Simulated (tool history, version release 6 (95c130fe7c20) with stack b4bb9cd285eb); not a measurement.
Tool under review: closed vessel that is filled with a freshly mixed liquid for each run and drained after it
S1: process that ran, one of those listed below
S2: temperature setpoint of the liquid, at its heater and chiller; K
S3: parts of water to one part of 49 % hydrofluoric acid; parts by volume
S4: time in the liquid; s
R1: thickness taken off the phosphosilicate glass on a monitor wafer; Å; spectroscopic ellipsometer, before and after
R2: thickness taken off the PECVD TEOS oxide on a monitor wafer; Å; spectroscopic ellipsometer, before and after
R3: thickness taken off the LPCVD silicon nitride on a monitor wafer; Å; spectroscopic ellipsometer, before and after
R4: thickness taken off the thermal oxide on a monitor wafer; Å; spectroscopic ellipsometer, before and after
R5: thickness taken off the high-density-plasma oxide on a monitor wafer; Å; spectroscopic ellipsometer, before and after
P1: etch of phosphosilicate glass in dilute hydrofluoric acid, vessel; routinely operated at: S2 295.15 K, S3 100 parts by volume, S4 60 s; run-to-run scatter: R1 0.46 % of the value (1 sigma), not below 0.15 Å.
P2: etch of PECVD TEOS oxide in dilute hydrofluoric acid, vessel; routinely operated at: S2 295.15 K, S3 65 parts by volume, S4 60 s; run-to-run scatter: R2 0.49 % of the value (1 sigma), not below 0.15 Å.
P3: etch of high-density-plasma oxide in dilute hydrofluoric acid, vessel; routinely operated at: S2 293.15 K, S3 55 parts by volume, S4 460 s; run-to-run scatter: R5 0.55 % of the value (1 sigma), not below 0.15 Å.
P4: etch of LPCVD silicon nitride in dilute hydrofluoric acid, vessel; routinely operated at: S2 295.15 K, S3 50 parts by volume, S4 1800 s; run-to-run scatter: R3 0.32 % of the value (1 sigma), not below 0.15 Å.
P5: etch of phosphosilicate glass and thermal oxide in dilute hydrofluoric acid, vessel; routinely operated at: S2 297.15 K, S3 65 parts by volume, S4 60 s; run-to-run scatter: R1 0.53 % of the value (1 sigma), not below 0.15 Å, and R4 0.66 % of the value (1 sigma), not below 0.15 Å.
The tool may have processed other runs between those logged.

run     day  S1      S2   S3    S4       R1      R2      R3      R4       R5
  1   0.296  P1  295.15  100    60  1091.20
  2   0.696  P1  295.15  100    60  1081.80
  3   0.946  P2  295.15   65    60           230.86
  4   1.192  P1  300.15  100    60  1315.10
  5   1.700  P4  295.15   30  1800                   325.21
  6   2.129  P1  295.15  140    60   734.17
  7   2.671  P5  297.15  115    60   645.39                  25.047
  8   3.038  P1  295.15  100    60  1084.50
  9   3.346  P5  297.15   65    90  1809.40                  70.358
 10   3.654  P3  297.65   55   460                                   463.750
      4.062  -- hydrofluoric acid flow meter replaced
 11   4.096  P1  295.15  100    60  1076.00
 12   4.488  P3  293.15   55   460                                   381.570
 13   4.862  P1  295.15  100    60  1082.80
 14   5.242  P1  291.15  100    60   923.89
 15   5.496  P4  295.15   50  1800                   198.10
 16   5.892  P1  295.15  100   105  1905.80
 17   6.379  P1  295.15  155    85   928.46
 18   6.696  P5  297.15   65    60  1206.20                  46.473
 19   6.954  P5  297.15   65    60  1210.30                  46.827
 20   7.262  P1  290.15  100    95  1397.00
 21   7.592  P2  295.15   65    60           231.04
 22   7.992  P3  293.15   80   460                                   257.550
 23   8.283  P2  295.15   65   100           385.71
 24   8.821  P1  295.15   40    60  2897.50
 25   9.117  P2  300.15   65    60           281.60
 26   9.504  P1  295.15  100    60  1090.40
 27   9.992  P4  295.15   50  3200                   352.77
 28  10.254  P4  290.15   50  1800                   138.96
 29  10.704  P3  293.15   55   460                                   387.580
 30  11.188  P1  295.15  100    30   544.81

Run 31, settings as shown, results not yet in. Your forecast:
 31  11.700  P3  293.15  55  45                   ?

R5: 38.334 Å

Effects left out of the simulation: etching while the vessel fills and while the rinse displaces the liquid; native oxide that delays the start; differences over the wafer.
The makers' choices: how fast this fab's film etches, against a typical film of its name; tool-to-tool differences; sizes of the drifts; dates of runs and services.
